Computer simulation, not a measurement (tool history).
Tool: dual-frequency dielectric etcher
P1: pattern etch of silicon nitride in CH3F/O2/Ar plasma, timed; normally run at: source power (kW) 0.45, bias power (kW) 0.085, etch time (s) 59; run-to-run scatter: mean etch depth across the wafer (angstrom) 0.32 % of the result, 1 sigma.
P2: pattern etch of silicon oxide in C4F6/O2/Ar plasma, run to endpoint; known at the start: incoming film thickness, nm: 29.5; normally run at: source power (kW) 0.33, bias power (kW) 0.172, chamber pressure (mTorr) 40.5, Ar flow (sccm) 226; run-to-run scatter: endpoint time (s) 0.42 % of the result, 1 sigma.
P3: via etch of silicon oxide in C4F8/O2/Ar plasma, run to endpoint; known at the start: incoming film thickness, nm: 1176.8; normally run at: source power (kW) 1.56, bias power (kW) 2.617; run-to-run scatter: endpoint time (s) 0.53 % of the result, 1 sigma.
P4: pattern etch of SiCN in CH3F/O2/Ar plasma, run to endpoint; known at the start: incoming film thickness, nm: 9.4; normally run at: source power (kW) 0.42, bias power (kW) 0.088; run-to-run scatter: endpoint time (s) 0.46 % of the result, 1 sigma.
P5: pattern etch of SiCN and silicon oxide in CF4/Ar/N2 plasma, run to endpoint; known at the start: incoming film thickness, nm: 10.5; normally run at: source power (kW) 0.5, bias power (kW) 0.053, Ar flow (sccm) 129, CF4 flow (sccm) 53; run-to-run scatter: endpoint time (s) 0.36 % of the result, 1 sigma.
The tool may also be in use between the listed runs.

| run | hour | process that ran | source power (kW) | bias power (kW) | etch time (s) | Ar flow (sccm) | CF4 flow (sccm) | chamber pressure (mTorr) | hours since the last wet clean | hours since the last source power generator calibration | hours since the last bias power generator calibration | mean etch depth across the wafer (angstrom) | endpoint time (s) |
|---|---|---|---|---|---|---|---|---|---|---|---|---|---|
| 1 | 7.4 | P1 | 0.45 | 0.085 | 59 |  |  |  | 124.4 | 2951.5 | 3162.8 | 446.34 |  |
| 2 | 18 | P1 | 0.45 | 0.085 | 59 |  |  |  | 135 | 2962.1 | 3173.4 | 447.32 |  |
| 3 | 28.9 | P5 | 0.36 | 0.053 |  | 129 | 53 |  | 145.9 | 2973 | 3184.3 |  | 18.095 |
| 4 | 39.4 | P1 | 0.52 | 0.069 | 59 |  |  |  | 156.4 | 2983.5 | 3194.8 | 439.2 |  |
| 5 | 44.8 | P1 | 0.45 | 0.085 | 59 |  |  |  | 161.8 | 2988.9 | 3200.2 | 444.74 |  |
| 6 | 49.7 | P5 | 0.5 | 0.053 |  | 129 | 53 |  | 166.7 | 2993.8 | 3205.1 |  | 13.505 |
| 7 | 55.2 | P3 | 1.56 | 2.617 |  |  |  |  | 172.2 | 2999.3 | 3210.6 |  | 242.83 |
| 8 | 65.7 | P1 | 0.45 | 0.085 | 59 |  |  |  | 182.7 | 3009.8 | 3221.1 | 445.81 |  |
| 9 | 71.6 | P2 | 0.26 | 0.172 |  | 226 |  | 40.5 | 188.6 | 3015.7 | 3227 |  | 11.517 |
| 10 | 81.2 | P1 | 0.3 | 0.085 | 47 |  |  |  | 198.2 | 3025.3 | 3236.6 | 304.35 |  |
| 11 | 91.4 | P3 | 1.94 | 2.617 |  |  |  |  | 208.4 | 3035.5 | 3246.8 |  | 224.05 |
| 12 | 97 | P1 | 0.45 | 0.085 | 59 |  |  |  | 214 | 3041.1 | 3252.4 | 445.01 |  |
| 13 | 104.2 | P5 | 0.5 | 0.053 |  | 91 | 53 |  | 221.2 | 3048.3 | 3259.6 |  | 12.631 |
| 14 | 112.1 | P2 | 0.33 | 0.172 |  | 283 |  | 40.5 | 229.1 | 3056.2 | 3267.5 |  | 10.732 |
| 15 | 119.4 | P1 | 0.32 | 0.085 | 59 |  |  |  | 236.4 | 3063.5 | 3274.8 | 393.92 |  |
| 16 | 129.2 | P1 | 0.45 | 0.085 | 39 |  |  |  | 246.2 | 3073.3 | 3284.6 | 294.27 |  |
| 17 | 138 | P1 | 0.33 | 0.085 | 44 |  |  |  | 255 | 3082.1 | 3293.4 | 294.23 |  |
| 18 | 145.3 | P4 | 0.26 | 0.088 |  |  |  |  | 262.3 | 3089.4 | 3300.7 |  | 26.36 |
| 19 | 150.7 | P5 | 0.5 | 0.032 |  | 129 | 53 |  | 267.7 | 3094.8 | 3306.1 |  | 15.798 |
|  | 156.5 | source power generator calibrated |
| 20 | 161.5 | P5 | 0.5 | 0.053 |  | 129 | 73 |  | 278.5 | 5.1 | 3316.9 |  | 12.623 |
| 21 | 168.5 | P2 | 0.33 | 0.172 |  | 226 |  | 40.5 | 285.5 | 12.1 | 3323.9 |  | 10.438 |
| 22 | 175 | P4 | 0.42 | 0.059 |  |  |  |  | 292 | 18.6 | 3330.4 |  | 25.175 |
| 23 | 180.2 | P3 | 1.56 | 3.451 |  |  |  |  | 297.2 | 23.8 | 3335.6 |  | 221.55 |
| 24 | 185.2 | P2 | 0.33 | 0.172 |  | 226 |  | 50 | 302.2 | 28.8 | 3340.6 |  | 10.829 |
| 25 | 191 | P1 | 0.45 | 0.054 | 59 |  |  |  | 308 | 34.6 | 3346.4 | 382.03 |  |
| 26 | 201.1 | P2 | 0.33 | 0.106 |  | 226 |  | 40.5 | 318.1 | 44.7 | 3356.5 |  | 12.132 |
| 27 | 209.7 | P1 | 0.45 | 0.111 | 59 |  |  |  | 326.7 | 53.3 | 3365.1 | 488.66 |  |
| 28 | 219.9 | P4 | 0.42 | 0.088 |  |  |  |  | 336.9 | 63.5 | 3375.3 |  | 21.959 |
|  | 220.2 | wet clean of the chamber |
| 29 | 226.6 | P1 | 0.45 | 0.085 | 78.5 |  |  |  | 6.4 | 70.2 | 3382 | 592.19 |  |
| 30 | 235.3 | P3 | 1.56 | 2.617 |  |  |  |  | 15.1 | 78.9 | 3390.7 |  | 242.06 |
| 31 | 242.1 | P1 | 0.55 | 0.085 | 59 |  |  |  | 21.9 | 85.7 | 3397.5 | 484.19 |  |
| 32 | 253.1 | P1 | 0.45 | 0.085 | 59 |  |  |  | 32.9 | 96.7 | 3408.5 | 447.26 |  |
| 33 | 258 | P1 | 0.45 | 0.085 | 59 |  |  |  | 37.8 | 101.6 | 3413.4 | 449.59 |  |
| 34 | 265.8 | P1 | 0.45 | 0.085 | 59 |  |  |  | 45.6 | 109.4 | 3421.2 | 451.09 |  |
| 35 | 274.2 | P1 | 0.45 | 0.085 | 59 |  |  |  | 54 | 117.8 | 3429.6 | 451.65 |  |
| 36 | 283.6 | P1 | 0.45 | 0.085 | 59 |  |  |  | 63.4 | 127.2 | 3439 | 450.67 |  |
| 37 | 289 | P1 | 0.45 | 0.085 | 59 |  |  |  | 68.8 | 132.6 | 3444.4 | 453.92 |  |
|  | 290.3 | wet clean of the chamber |
| 38 | 295.8 | P1 | 0.45 | 0.085 | 59 |  |  |  | 5.6 | 139.4 | 3451.2 | 453.52 |  |

The next listed run, before its measurement:
| 39 | 300.6 | P1 | 0.45 | 0.085 | 59 |  |  |  | 10.4 | 144.2 | 3456 | ? |  |

mean etch depth across the wafer (angstrom): 453.14

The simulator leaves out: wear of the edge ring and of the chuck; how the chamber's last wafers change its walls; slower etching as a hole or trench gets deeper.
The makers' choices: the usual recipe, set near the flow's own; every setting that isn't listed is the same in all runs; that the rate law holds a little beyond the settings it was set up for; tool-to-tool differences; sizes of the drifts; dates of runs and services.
